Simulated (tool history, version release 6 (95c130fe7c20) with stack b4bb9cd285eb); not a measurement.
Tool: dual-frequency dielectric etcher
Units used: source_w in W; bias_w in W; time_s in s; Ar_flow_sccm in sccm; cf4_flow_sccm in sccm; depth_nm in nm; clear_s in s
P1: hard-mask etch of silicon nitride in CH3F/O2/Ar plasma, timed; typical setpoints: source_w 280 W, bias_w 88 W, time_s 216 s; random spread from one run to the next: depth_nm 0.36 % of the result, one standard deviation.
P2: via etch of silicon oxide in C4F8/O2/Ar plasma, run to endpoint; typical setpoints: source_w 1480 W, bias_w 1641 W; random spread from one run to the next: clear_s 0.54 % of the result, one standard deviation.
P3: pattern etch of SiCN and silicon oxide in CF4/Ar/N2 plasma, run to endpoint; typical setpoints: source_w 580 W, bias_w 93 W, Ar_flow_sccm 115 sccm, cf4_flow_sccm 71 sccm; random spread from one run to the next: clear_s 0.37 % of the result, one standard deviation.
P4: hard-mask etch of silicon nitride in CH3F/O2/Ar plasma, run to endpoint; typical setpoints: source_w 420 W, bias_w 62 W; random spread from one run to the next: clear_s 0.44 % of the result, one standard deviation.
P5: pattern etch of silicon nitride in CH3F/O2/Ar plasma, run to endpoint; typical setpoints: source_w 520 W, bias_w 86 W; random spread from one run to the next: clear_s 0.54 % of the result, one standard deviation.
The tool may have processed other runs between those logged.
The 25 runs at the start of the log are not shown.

| run | hour | process | source_w | bias_w | time_s | Ar_flow_sccm | cf4_flow_sccm | hours since the last wet clean | hours since the last source power generator calibration | hours since the last bias power generator calibration | depth_nm | clear_s |
|---|---|---|---|---|---|---|---|---|---|---|---|---|
| 26 | 359.4 | P1 | 280 | 88 | 216 |  |  | 538.8 | 1287.4 | 1545.8 | 144.25 |  |
| 27 | 374.8 | P1 | 280 | 88 | 216 |  |  | 554.2 | 1302.8 | 1561.2 | 143.67 |  |
| 28 | 383.8 | P3 | 580 | 93 |  | 88 | 71 | 563.2 | 1311.8 | 1570.2 |  | 10.557 |
| 29 | 392.6 | P1 | 280 | 88 | 296.5 |  |  | 572 | 1320.6 | 1579 | 196.93 |  |
| 30 | 407.8 | P5 | 520 | 120 |  |  |  | 587.2 | 1335.8 | 1594.2 |  | 41.712 |
| 31 | 425.8 | P1 | 280 | 88 | 216 |  |  | 605.2 | 1353.8 | 1612.2 | 142.85 |  |
| 32 | 435 | P1 | 190 | 119 | 216 |  |  | 614.4 | 1363 | 1621.4 | 140.19 |  |
| 33 | 450.1 | P1 | 280 | 88 | 216 |  |  | 629.5 | 1378.1 | 1636.5 | 142.5 |  |
| 34 | 467.4 | P1 | 280 | 88 | 216 |  |  | 646.8 | 1395.4 | 1653.8 | 142.19 |  |
| 35 | 485.5 | P1 | 280 | 88 | 216 |  |  | 664.9 | 1413.5 | 1671.9 | 142.05 |  |
| 36 | 497.3 | P1 | 280 | 88 | 216 |  |  | 676.7 | 1425.3 | 1683.7 | 141.35 |  |
| 37 | 506.2 | P1 | 280 | 88 | 216 |  |  | 685.6 | 1434.2 | 1692.6 | 141.64 |  |
|  | 515.5 | wet clean of the chamber |
| 38 | 519.3 | P1 | 280 | 88 | 216 |  |  | 3.8 | 1447.3 | 1705.7 | 140.53 |  |

For run 39, what comes out?
| 39 | 537.3 | P1 | 280 | 88 | 216 |  |  | 21.8 | 1465.3 | 1723.7 | ? |  |

depth_nm: 140.57 nm

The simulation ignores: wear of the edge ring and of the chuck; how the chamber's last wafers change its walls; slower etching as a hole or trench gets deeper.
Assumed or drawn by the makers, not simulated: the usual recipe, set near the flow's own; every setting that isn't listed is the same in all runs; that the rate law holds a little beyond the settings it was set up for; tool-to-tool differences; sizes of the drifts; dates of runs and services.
